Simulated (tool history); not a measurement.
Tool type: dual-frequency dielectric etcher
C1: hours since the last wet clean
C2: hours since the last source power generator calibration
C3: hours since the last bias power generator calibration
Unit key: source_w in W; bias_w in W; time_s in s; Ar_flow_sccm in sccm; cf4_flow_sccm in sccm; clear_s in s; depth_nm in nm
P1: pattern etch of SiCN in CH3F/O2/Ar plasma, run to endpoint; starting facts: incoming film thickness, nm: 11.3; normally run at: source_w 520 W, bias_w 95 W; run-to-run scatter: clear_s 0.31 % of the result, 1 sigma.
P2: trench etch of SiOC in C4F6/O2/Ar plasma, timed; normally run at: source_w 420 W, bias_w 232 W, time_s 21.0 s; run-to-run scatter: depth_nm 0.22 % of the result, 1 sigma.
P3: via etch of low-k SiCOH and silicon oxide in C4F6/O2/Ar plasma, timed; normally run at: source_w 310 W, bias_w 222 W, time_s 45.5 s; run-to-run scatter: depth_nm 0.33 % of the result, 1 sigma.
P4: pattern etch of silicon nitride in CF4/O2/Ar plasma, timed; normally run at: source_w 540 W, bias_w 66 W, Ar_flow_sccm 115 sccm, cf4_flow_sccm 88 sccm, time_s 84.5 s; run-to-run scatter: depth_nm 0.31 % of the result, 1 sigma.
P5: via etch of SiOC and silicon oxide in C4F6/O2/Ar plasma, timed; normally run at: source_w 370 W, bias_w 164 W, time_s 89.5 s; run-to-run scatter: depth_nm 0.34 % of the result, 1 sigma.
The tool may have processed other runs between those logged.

run 1 day=0.421 | process=P1 source_w=520 bias_w=95 | C1=55.5 C2=569.1 C3=1214.5 | clear_s=25.091
run 2 day=0.971 | process=P5 source_w=370 bias_w=164 time_s=124.5 | C1=68.7 C2=582.3 C3=1227.7 | depth_nm=137.170
run 3 day=1.292 | process=P5 source_w=370 bias_w=164 time_s=89.5 | C1=76.4 C2=590.0 C3=1235.4 | depth_nm=98.173
run 4 day=1.717 | process=P5 source_w=470 bias_w=164 time_s=89.5 | C1=86.6 C2=600.2 C3=1245.6 | depth_nm=107.270
run 5 day=2.050 | process=P4 source_w=540 bias_w=66 time_s=84.5 Ar_flow_sccm=115 cf4_flow_sccm=88 | C1=94.6 C2=608.2 C3=1253.6 | depth_nm=185.830
run 6 day=2.467 | process=P3 source_w=310 bias_w=222 time_s=45.5 | C1=104.6 C2=618.2 C3=1263.6 | depth_nm=107.910
run 7 day=2.921 | process=P1 source_w=520 bias_w=64 | C1=115.5 C2=629.1 C3=1274.5 | clear_s=28.744
run 8 day=3.425 | process=P2 source_w=420 bias_w=138 time_s=21.0 | C1=127.6 C2=641.2 C3=1286.6 | depth_nm=39.298
run 9 day=3.742 | process=P4 source_w=540 bias_w=66 time_s=84.5 Ar_flow_sccm=72 cf4_flow_sccm=88 | C1=135.2 C2=648.8 C3=1294.2 | depth_nm=195.780
run 10 day=4.208 | process=P1 source_w=520 bias_w=95 | C1=146.4 C2=660.0 C3=1305.4 | clear_s=25.088
run 11 day=4.717 | process=P2 source_w=420 bias_w=232 time_s=11.5 | C1=158.6 C2=672.2 C3=1317.6 | depth_nm=25.330
run 12 day=5.079 | process=P3 source_w=310 bias_w=301 time_s=45.5 | C1=167.3 C2=680.9 C3=1326.3 | depth_nm=119.060
run 13 day=5.638 | process=P4 source_w=540 bias_w=66 time_s=115.5 Ar_flow_sccm=115 cf4_flow_sccm=88 | C1=180.7 C2=694.3 C3=1339.7 | depth_nm=253.310
run 14 day=6.192 | process=P2 source_w=420 bias_w=232 time_s=21.0 | C1=194.0 C2=707.6 C3=1353.0 | depth_nm=46.233
run 15 day=6.733 | process=P4 source_w=540 bias_w=66 time_s=84.5 Ar_flow_sccm=115 cf4_flow_sccm=108 | C1=207.0 C2=720.6 C3=1366.0 | depth_nm=191.910
run 16 day=7.004 | process=P4 source_w=760 bias_w=66 time_s=84.5 Ar_flow_sccm=115 cf4_flow_sccm=88 | C1=213.5 C2=727.1 C3=1372.5 | depth_nm=248.780
run 17 day=7.425 | process=P5 source_w=370 bias_w=164 time_s=89.5 | C1=223.6 C2=737.2 C3=1382.6 | depth_nm=97.912
run 18 day=7.775 | process=P4 source_w=540 bias_w=54 time_s=84.5 Ar_flow_sccm=115 cf4_flow_sccm=88 | C1=232.0 C2=745.6 C3=1391.0 | depth_nm=171.100
run 19 day=8.262 | process=P1 source_w=520 bias_w=129 | C1=243.7 C2=757.3 C3=1402.7 | clear_s=22.255
run 20 day=8.742 | process=P1 source_w=520 bias_w=95 | C1=255.2 C2=768.8 C3=1414.2 | clear_s=25.058
-- day=8.817 bias power generator calibrated
run 21 day=9.175 | process=P3 source_w=310 bias_w=222 time_s=61.5 | C1=265.6 C2=779.2 C3=8.7 | depth_nm=145.310
run 22 day=9.542 | process=P3 source_w=240 bias_w=222 time_s=45.5 | C1=274.4 C2=788.0 C3=17.5 | depth_nm=97.372
run 23 day=9.896 | process=P5 source_w=370 bias_w=204 time_s=89.5 | C1=282.9 C2=796.5 C3=26.0 | depth_nm=105.160
run 24 day=10.454 | process=P2 source_w=260 bias_w=232 time_s=21.0 | C1=296.3 C2=809.9 C3=39.4 | depth_nm=38.487
run 25 day=10.783 | process=P1 source_w=640 bias_w=69 | C1=304.2 C2=817.8 C3=47.3 | clear_s=26.044
run 26 day=11.154 | process=P1 source_w=670 bias_w=95 | C1=313.1 C2=826.7 C3=56.2 | clear_s=22.870
run 27 day=11.500 | process=P1 source_w=620 bias_w=126 | C1=321.4 C2=835.0 C3=64.5 | clear_s=21.077
run 28 day=12.038 | process=P1 source_w=520 bias_w=95 | C1=334.3 C2=847.9 C3=77.4 | clear_s=24.966
run 29 day=12.329 | process=P1 source_w=310 bias_w=95 | C1=341.3 C2=854.9 C3=84.4 | clear_s=30.235
run 30 day=12.829 | process=P1 source_w=520 bias_w=95 | C1=353.3 C2=866.9 C3=96.4 | clear_s=25.055
run 31 day=13.379 | process=P1 source_w=520 bias_w=95 | C1=366.5 C2=880.1 C3=109.6 | clear_s=24.850
run 32 day=13.838 | process=P1 source_w=520 bias_w=95 | C1=377.5 C2=891.1 C3=120.6 | clear_s=24.707
run 33 day=14.112 | process=P1 source_w=520 bias_w=95 | C1=384.1 C2=897.7 C3=127.2 | clear_s=24.668
run 34 day=14.433 | process=P1 source_w=520 bias_w=95 | C1=391.8 C2=905.4 C3=134.9 | clear_s=24.809
-- day=14.900 wet clean of the chamber
run 35 day=14.917 | process=P1 source_w=520 bias_w=95 | C1=0.4 C2=917.0 C3=146.5 | clear_s=24.655
run 36 day=15.304 | process=P1 source_w=520 bias_w=95 | C1=9.7 C2=926.3 C3=155.8 | clear_s=24.757
run 37 day=15.842 | process=P1 source_w=520 bias_w=95 | C1=22.6 C2=939.2 C3=168.7 | clear_s=24.515

The output of P1 has drifted from where it used to be. Each of the 2 causes below, taken at the size shown beside it, accounts for the log equally well:
A: source power that arrives over what is set, % = 4.64
B: bias power that arrives over what is set, % = 4.68
Creep in the process output first set in at about day 12.829.
All other causes, with the reason each is excluded:
chamber walls in a state that raises the etch rate, %: maintenance at day 14.900, after the shift began, did not return the process to its former output

You are offered 4 check runs, listed below with question marks in place of their results; each one averages 2 wafers. Which run separates the listed causes by giving clearly different results for each?
run check 1 day=16.379 | process=P3 source_w=310 bias_w=222 time_s=45.5 | depth_nm=?
run check 2 day=16.379 | process=P2 source_w=420 bias_w=232 time_s=21.0 | depth_nm=?
run check 3 day=16.379 | process=P5 source_w=370 bias_w=164 time_s=89.5 | depth_nm=?
run check 4 day=16.379 | process=P4 source_w=540 bias_w=66 time_s=84.5 Ar_flow_sccm=115 cf4_flow_sccm=88 | depth_nm=?

Outcome of each check run for each possible cause:
check=check_1 result=depth_nm if_A=109.490 if_B=109.270
check=check_2 result=depth_nm if_A=47.029 if_B=46.928
check=check_3 result=depth_nm if_A=99.934 if_B=99.629
check=check_4 result=depth_nm if_A=193.920 if_B=189.980
How far apart the two closest causes lie, in the result that separates them most: check 1 0.19 %; check 2 0.22 %; check 3 0.31 %; check 4 2.05 %
Of the check runs offered, only check 4 discriminates between the causes; the rest would read about the same regardless of which cause applies.

Check 4 has now been run. It gave: depth_nm 193.380 nm. Which of the candidate causes is it?

It is A: source power that arrives over what is set, %.

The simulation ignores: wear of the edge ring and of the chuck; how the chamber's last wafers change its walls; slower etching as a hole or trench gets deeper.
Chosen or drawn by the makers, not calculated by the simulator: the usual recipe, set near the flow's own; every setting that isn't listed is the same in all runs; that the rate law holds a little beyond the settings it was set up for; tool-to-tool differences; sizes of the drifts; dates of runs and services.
